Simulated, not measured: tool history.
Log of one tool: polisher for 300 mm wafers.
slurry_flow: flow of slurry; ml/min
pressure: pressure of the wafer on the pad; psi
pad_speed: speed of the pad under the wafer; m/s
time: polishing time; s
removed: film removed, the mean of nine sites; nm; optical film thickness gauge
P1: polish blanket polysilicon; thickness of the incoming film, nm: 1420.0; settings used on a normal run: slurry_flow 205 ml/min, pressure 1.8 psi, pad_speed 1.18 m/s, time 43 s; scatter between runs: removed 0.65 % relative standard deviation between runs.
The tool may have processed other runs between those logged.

| run | hour | slurry_flow | pressure | pad_speed | time | wafers polished on this pad | hours since the slurry nozzle was cleaned | hours since the head pressure was calibrated | removed |
|---|---|---|---|---|---|---|---|---|---|
| 1 | 3.8 | 205 | 1.8 | 1.18 | 43 | 1003 | 441.4 | 132.8 | 292.58 |
| 2 | 9.4 | 205 | 1.8 | 1.52 | 43 | 1054 | 447.0 | 138.4 | 374.22 |
| 3 | 15.7 | 205 | 2.8 | 1.18 | 43 | 1111 | 453.3 | 144.7 | 454.56 |
| 4 | 22.9 | 205 | 1.8 | 1.18 | 43 | 1177 | 460.5 | 151.9 | 292.79 |
|  | 26.0 | head pressure recalibrated |
| 5 | 27.0 | 205 | 1.8 | 1.18 | 64 | 1214 | 464.6 | 1.0 | 441.13 |
| 6 | 33.8 | 315 | 1.8 | 1.18 | 43 | 1276 | 471.4 | 7.8 | 310.09 |
| 7 | 38.1 | 205 | 1.3 | 1.18 | 21 | 1315 | 475.7 | 12.1 | 102.20 |
| 8 | 45.5 | 205 | 1.8 | 0.54 | 43 | 1382 | 483.1 | 19.5 | 131.80 |
| 9 | 50.1 | 205 | 1.8 | 1.18 | 30 | 1423 | 487.7 | 24.1 | 200.75 |
| 10 | 56.9 | 205 | 1.8 | 1.62 | 64 | 1485 | 494.5 | 30.9 | 603.99 |
| 11 | 62.9 | 205 | 1.8 | 1.18 | 43 | 1540 | 500.5 | 36.9 | 294.04 |
|  | 64.5 | worn pad replaced by a new one |
| 12 | 66.6 | 205 | 1.8 | 1.18 | 43 | 19 | 504.2 | 40.6 | 291.48 |
| 13 | 72.1 | 125 | 1.8 | 1.18 | 43 | 69 | 509.7 | 46.1 | 269.10 |
| 14 | 76.4 | 205 | 1.1 | 1.18 | 43 | 108 | 514.0 | 50.4 | 179.32 |
| 15 | 81.5 | 205 | 1.8 | 1.18 | 43 | 154 | 519.1 | 55.5 | 293.99 |
| 16 | 86.7 | 205 | 1.8 | 1.18 | 43 | 201 | 524.3 | 60.7 | 287.98 |
| 17 | 92.8 | 205 | 1.8 | 1.18 | 43 | 257 | 530.4 | 66.8 | 286.27 |
| 18 | 99.4 | 205 | 1.8 | 1.18 | 43 | 317 | 537.0 | 73.4 | 276.31 |
| 19 | 105.7 | 205 | 1.8 | 1.18 | 43 | 374 | 543.3 | 79.7 | 275.15 |
| 20 | 112.5 | 205 | 1.8 | 1.18 | 43 | 435 | 550.1 | 86.5 | 269.76 |
| 21 | 117.0 | 205 | 1.8 | 1.18 | 43 | 476 | 554.6 | 91.0 | 270.73 |
|  | 119.0 | worn pad replaced by a new one |
| 22 | 121.6 | 205 | 1.8 | 1.18 | 43 | 24 | 559.2 | 95.6 | 272.29 |
| 23 | 129.1 | 205 | 1.8 | 1.18 | 43 | 92 | 566.7 | 103.1 | 271.84 |
| 24 | 132.3 | 205 | 1.8 | 1.18 | 43 | 121 | 569.9 | 106.3 | 270.07 |
| 25 | 136.4 | 205 | 1.8 | 1.18 | 43 | 158 | 574.0 | 110.4 | 269.21 |
| 26 | 139.7 | 205 | 1.8 | 1.18 | 43 | 188 | 577.3 | 113.7 | 268.00 |

What P1 gives has crept off from where it sat before. The 2 causes that follow fit the log equally well, each at the size noted:
A: slurry flow missing at the pad, % = 38.7
B: head's pressure below its setpoint, % = 7.66
Creep in the process output first set in at about hour 81.5.
Each remaining cause and why it is not a fit:
removal rate lost through wear of the pad, %: serviced at hour 119.0, after the change had begun; the process did not return to its earlier output

4 check runs are offered, each on 5 wafers whose results are averaged, their results left as question marks. Which one tells the causes apart?
| check 1 | 143.0 | 205 | 2.6 | 1.18 | 53 |  |  |  | ? |
| check 2 | 143.0 | 290 | 1.8 | 0.54 | 43 |  |  |  | ? |
| check 3 | 143.0 | 205 | 2.7 | 1.18 | 43 |  |  |  | ? |
| check 4 | 143.0 | 205 | 1.8 | 0.80 | 43 |  |  |  | ? |

Check results expected under each cause:
| check | result | if A | if B |
|---|---|---|---|
| check 1 | removed | 480.66 | 480.66 |
| check 2 | removed | 131.20 | 128.33 |
| check 3 | removed | 404.97 | 404.97 |
| check 4 | removed | 183.04 | 183.04 |
Per check, the gap between the least separated pair of causes, taken in the result that splits them most: check 1 0 %; check 2 2.21 %; check 3 0 %; check 4 0 %
Check 2 distinguishes between the causes, while the remaining checks would return nearly the same result for all of them.

Running check 2 produced the following: removed 130.76 nm. Which one of the listed causes fits?

The cause is A: slurry flow missing at the pad, %.
